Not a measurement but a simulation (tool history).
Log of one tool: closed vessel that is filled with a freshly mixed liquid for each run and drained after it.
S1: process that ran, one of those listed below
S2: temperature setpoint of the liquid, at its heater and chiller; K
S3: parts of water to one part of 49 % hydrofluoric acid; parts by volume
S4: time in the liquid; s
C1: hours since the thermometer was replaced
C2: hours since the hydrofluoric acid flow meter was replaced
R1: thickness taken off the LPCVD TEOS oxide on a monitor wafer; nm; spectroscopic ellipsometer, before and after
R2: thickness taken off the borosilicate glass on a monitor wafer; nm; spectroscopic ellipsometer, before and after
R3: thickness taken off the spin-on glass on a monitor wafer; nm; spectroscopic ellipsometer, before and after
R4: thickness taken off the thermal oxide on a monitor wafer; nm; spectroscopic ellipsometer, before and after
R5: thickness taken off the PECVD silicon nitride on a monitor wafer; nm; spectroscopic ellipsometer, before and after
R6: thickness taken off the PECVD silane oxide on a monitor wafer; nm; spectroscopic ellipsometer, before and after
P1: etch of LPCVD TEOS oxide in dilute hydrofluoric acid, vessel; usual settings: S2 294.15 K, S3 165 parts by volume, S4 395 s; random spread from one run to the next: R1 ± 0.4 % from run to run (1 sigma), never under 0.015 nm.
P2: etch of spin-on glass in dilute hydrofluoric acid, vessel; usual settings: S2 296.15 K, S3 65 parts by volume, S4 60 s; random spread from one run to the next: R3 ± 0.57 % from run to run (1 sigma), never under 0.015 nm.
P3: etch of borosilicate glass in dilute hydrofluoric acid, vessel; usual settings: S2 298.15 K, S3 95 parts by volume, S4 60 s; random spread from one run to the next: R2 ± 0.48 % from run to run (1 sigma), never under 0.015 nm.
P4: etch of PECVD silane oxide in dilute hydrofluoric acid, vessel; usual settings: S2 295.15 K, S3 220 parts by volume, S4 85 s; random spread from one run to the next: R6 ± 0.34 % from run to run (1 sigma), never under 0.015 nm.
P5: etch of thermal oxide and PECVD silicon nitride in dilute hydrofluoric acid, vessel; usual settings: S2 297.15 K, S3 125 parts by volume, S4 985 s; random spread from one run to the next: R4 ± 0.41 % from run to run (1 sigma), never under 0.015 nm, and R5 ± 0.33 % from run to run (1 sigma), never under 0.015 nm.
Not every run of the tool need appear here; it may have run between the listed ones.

run	hour	S1	S2	S3	S4	C1	C2	R1	R2	R3	R4	R5	R6
1	4.6	P1	294.15	165	395	353.1	489.6	32.615					
2	11.4	P1	294.15	165	395	359.9	496.4	32.326					
3	17.1	P3	298.15	95	60	365.6	502.1		34.914				
4	23.7	P2	296.15	100	60	372.2	508.7			19.846			
5	26.9	P5	297.15	125	985	375.4	511.9				37.404	24.199	
6	32.3	P4	295.15	220	85	380.8	517.3						15.378
7	36.6	P5	297.15	185	985	385.1	521.6				23.682	16.299	
8	40.6	P1	294.15	235	710	389.1	525.6	38.023					
9	47.7	P1	294.15	165	395	396.2	532.7	32.691					
10	53.5	P1	300.15	165	35	402	538.5	3.579					
11	60.2	P2	296.15	65	90	408.7	545.2			47.413			
12	63.5	P1	301.65	165	395	412	548.5	42.978					
13	68.7	P4	301.15	220	85	417.2	553.7						19.038
14	75.4	P2	296.15	65	60	423.9	560.4			31.28			
15	78.5	P1	294.15	165	125	427	563.5	10.314					
16	85.1	P3	294.15	95	60	433.6	570.1		30.011				
17	88.8	P5	297.15	125	265	437.3	573.8				10.093	6.4808	
18	93.3	P4	295.15	65	85	441.8	578.3						61.765
19	99.5	P3	298.15	175	60	448	584.5		17.118				
20	103	P5	305.15	125	985	451.5	588				50.427	40.073	
21	108.2	P1	294.15	275	395	456.7	593.2	17.368					
22	113.4	P1	290.15	165	395	461.9	598.4	27.923					
23	118	P4	295.15	220	85	466.5	603						15.422
24	122.3	P1	294.15	80	395	470.8	607.3	73.063					
25	128.1	P5	297.15	125	985	476.6	613.1				37.43	24.188	
26	132.8	P1	294.15	165	745	481.3	617.8	61.119					
27	137.3	P2	296.15	65	60	485.8	622.3			31.585			
28	142.7	P2	300.65	65	60	491.2	627.7			38.256			
29	149.1	P4	295.15	220	40	497.6	634.1						7.2413
30	152.6	P3	298.15	95	95	501.1	637.6		54.882				
31	156.7	P1	294.15	165	395	505.2	641.7	32.702					
32	163.8	P3	298.15	95	60	512.3	648.8		34.765				
33	168	P1	294.15	165	395	516.5	653	32.583					
34	173.3	P1	294.15	165	395	521.8	658.3	32.472					
35	176.8	P1	294.15	165	395	525.3	661.8	31.838					
36	180.9	P1	294.15	165	395	529.4	665.9	31.185					
37	187.8	P1	294.15	165	395	536.3	672.8	30.95					
38	194.6	P1	294.15	165	395	543.1	679.6	30.761					
39	198.7	P1	294.15	165	395	547.2	683.7	30.767					
40	202.3	P1	294.15	165	395	550.8	687.3	30.685					
41	206.5	P1	294.15	165	395	555	691.5	30.474					
42	211.9	P1	294.15	165	395	560.4	696.9	30.501					
43	216.1	P1	294.15	165	395	564.6	701.1	30.573					

Something has made what P1 gives creep away from where it was; the 2 causes below, each at its own stated size, fit the log equally well:
A: liquid colder than its thermometer reads (K) = 1.57
B: hydrofluoric acid flow below the setpoint (%) = 5.1
The process output started creeping at around hour 173.3.

Consider the 4 single-wafer check runs listed below, results given as question marks: which one distinguishes between the causes by giving clearly different results for each?
check 1	220.3	P5	297.15	125	985						?	?	
check 2	220.3	P3	298.15	95	60				?				
check 3	220.3	P2	296.15	65	60					?			
check 4	220.3	P4	295.15	220	85								?

Outcome of each check run for each possible cause:
check	result	if A	if B
check 1	R4	35.23	35.274
check 1	R5	21.792	22.938
check 2	R2	32.771	32.884
check 3	R3	29.625	29.866
check 4	R6	14.505	14.432
Per-check spread between the two closest causes, in the result where they differ most: check 1 5.13 %; check 2 0.35 %; check 3 0.81 %; check 4 0.5 %
Only in check 1 would the causes give clearly different results; in the remaining checks their results would be nearly the same.

Then check 1 was run and gave: R4 35.159 nm; R5 21.782 nm. Which cause is it?

Of the candidate causes, it is A: liquid colder than its thermometer reads (K).

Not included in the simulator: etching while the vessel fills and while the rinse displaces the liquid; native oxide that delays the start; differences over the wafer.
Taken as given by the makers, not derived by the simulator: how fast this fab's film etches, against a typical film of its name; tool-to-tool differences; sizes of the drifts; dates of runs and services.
